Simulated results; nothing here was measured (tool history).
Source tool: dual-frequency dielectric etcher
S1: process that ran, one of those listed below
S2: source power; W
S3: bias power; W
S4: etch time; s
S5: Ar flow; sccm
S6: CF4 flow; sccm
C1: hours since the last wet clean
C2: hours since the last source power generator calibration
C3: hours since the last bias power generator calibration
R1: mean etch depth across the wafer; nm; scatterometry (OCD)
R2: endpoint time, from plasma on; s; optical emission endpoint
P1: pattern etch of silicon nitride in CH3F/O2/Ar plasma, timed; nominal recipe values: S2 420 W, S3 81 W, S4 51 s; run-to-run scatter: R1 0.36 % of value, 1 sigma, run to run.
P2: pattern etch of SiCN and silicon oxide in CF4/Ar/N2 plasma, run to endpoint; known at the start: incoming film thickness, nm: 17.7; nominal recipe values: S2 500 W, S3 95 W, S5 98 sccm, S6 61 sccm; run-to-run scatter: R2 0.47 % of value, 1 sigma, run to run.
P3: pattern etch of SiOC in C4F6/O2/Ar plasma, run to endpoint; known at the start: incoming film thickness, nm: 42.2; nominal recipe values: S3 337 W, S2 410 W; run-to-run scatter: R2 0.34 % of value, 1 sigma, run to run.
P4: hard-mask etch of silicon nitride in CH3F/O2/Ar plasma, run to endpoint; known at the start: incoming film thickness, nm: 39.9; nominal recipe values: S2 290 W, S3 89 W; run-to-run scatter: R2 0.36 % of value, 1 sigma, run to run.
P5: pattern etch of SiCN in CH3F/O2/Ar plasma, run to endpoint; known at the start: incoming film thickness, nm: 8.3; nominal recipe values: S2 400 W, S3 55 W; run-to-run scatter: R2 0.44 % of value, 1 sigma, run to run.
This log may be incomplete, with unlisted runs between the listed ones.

run,hour,S1,S2,S3,S4,S5,S6,C1,C2,C3,R1,R2
1,5.4,P1,420,81,51,,,124.5,2830,504.4,38.285,
2,9.5,P1,420,66,51,,,128.6,2834.1,508.5,35.698,
3,14.4,P4,290,89,,,,133.5,2839,513.4,,60.485
4,19.3,P4,380,89,,,,138.4,2843.9,518.3,,54.901
5,22.7,P3,410,337,,,,141.8,2847.3,521.7,,16.519
6,27,P1,420,101,51,,,146.1,2851.6,526,41.202,
7,32,P2,500,95,,98,61,151.1,2856.6,531,,16.925
8,36.3,P1,420,81,51,,,155.4,2860.9,535.3,38.154,
9,40.9,P3,540,337,,,,160,2865.5,539.9,,14.919
10,43.3,P2,500,95,,78,61,162.4,2867.9,542.3,,16.52
11,48.2,P1,420,81,66,,,167.3,2872.8,547.2,49.524,
12,52,P1,570,81,51,,,171.1,2876.6,551,43,
13,55,P2,600,95,,98,61,174.1,2879.6,554,,14.566
14,58.7,P2,500,95,,98,45,177.8,2883.3,557.7,,17.765
15,61.6,P5,400,36,,,,180.7,2886.2,560.6,,27.341
16,65.3,P2,500,95,,98,61,184.4,2889.9,564.3,,17.084
17,68.7,P4,290,89,,,,187.8,2893.3,567.7,,60.37
18,71.3,P3,410,199,,,,190.4,2895.9,570.3,,19.644
19,73.8,P1,420,81,39.5,,,192.9,2898.4,572.8,29.868,
20,76.5,P1,420,81,51,,,195.6,2901.1,575.5,38.144,
21,80,P1,420,103,28,,,199.1,2904.6,579,22.902,
22,84.3,P1,420,81,51,,,203.4,2908.9,583.3,38.212,
23,89.3,P1,490,81,29,,,208.4,2913.9,588.3,22.974,
24,92.9,P2,500,74,,98,61,212,2917.5,591.9,,18.748
25,96,P1,340,81,51,,,215.1,2920.6,595,35.311,
26,99.8,P5,400,55,,,,218.9,2924.4,598.8,,23.883
27,103.8,P4,290,111,,,,222.9,2928.4,602.8,,55.818
28,106.9,P1,420,81,51,,,226,2931.5,605.9,38.4,
29,109.9,P5,310,55,,,,229,2934.5,608.9,,26.256
30,114.7,P1,420,81,51,,,233.8,2939.3,613.7,38.378,
31,118.5,P1,420,81,51,,,237.6,2943.1,617.5,38.131,
32,121,P1,420,81,51,,,240.1,2945.6,620,38.147,

Forecast run 33:
33,124.8,P1,420,81,51,,,243.9,2949.4,623.8,?,

R1: 37.516 nm

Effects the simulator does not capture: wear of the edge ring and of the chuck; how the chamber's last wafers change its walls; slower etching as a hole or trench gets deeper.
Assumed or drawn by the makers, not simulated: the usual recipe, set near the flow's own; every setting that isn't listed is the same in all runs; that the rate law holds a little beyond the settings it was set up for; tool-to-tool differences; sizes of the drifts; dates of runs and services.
